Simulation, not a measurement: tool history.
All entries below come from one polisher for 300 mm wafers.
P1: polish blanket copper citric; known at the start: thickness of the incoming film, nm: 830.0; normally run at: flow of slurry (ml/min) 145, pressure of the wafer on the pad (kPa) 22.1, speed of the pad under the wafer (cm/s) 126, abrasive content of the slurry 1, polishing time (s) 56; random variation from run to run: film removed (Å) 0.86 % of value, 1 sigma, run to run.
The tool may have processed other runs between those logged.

run	day	flow of slurry (ml/min)	pressure of the wafer on the pad (kPa)	speed of the pad under the wafer (cm/s)	abrasive content of the slurry	polishing time (s)	wafers polished on this pad	hours since the slurry nozzle was cleaned	hours since the head pressure was calibrated	hours since the slurry blender was calibrated	film removed (Å)
1	0.708	145	22.1	126	1	56	376	202.5	315.7	98.6	1663.4
2	1.3	145	22.1	126	1	56	567	216.7	329.9	112.8	1660.8
3	1.921	145	22.1	126	1.4	56	766	231.6	344.8	127.7	1796.7
# day 2.375: head pressure recalibrated
4	2.596	145	22.1	126	1	84	983	247.8	5.3	143.9	2474
5	3.079	185	22.1	126	1	56	1138	259.4	16.9	155.5	1711.2
6	3.496	145	22.1	60	1	56	1272	269.4	26.9	165.5	816.98
7	3.9	145	22.1	126	0.75	56	1402	279.1	36.6	175.2	1600.8
8	4.429	85	22.1	126	1	56	1572	291.8	49.3	187.9	1484.5
9	4.775	145	22.1	194	1	56	1683	300.1	57.6	196.2	2522.5
10	5.338	145	22.1	126	1	56	1864	313.6	71.1	209.7	1674.9
11	5.85	145	22.1	126	1	56	2029	325.9	83.4	222	1659.1
# day 5.908: slurry blender recalibrated
12	6.158	145	22.1	126	1	56	2128	333.3	90.8	6.1	1659.4
13	6.696	145	22.1	126	1	38	2300	346.2	103.7	19	1132.4
14	7.033	145	10.3	126	1	56	2409	354.3	111.8	27.1	792.73
15	7.533	145	22.1	64	1.45	56	2569	366.3	123.8	39.1	938.53
16	8.229	145	27.6	126	1	56	2793	383	140.5	55.8	2066.2
17	8.783	145	22.1	126	1	56	2971	396.3	153.8	69.1	1670.4
18	9.138	145	22.1	126	1	56	3085	404.8	162.3	77.6	1630
19	9.558	145	22.1	126	1	56	3220	414.9	172.4	87.7	1626.9
20	10.2	145	22.1	126	1	56	3426	430.3	187.8	103.1	1565.3
21	10.696	145	22.1	126	1	56	3586	442.2	199.7	115	1561.7
# day 10.992: slurry blender recalibrated
22	11.129	145	22.1	126	1	56	3725	452.6	210.1	3.4	1533.3
# day 11.638: head pressure recalibrated
23	11.775	145	22.1	126	1	56	3932	468.1	3.4	18.9	1506.9
24	12.096	145	22.1	126	1	56	4035	475.8	11.1	26.6	1535.6

Predict the results of run 25:
25	12.492	145	22.1	126	1	56	4163	485.3	20.6	36.1	?

{"run 25": {"film removed (Å)": 1518.4}}
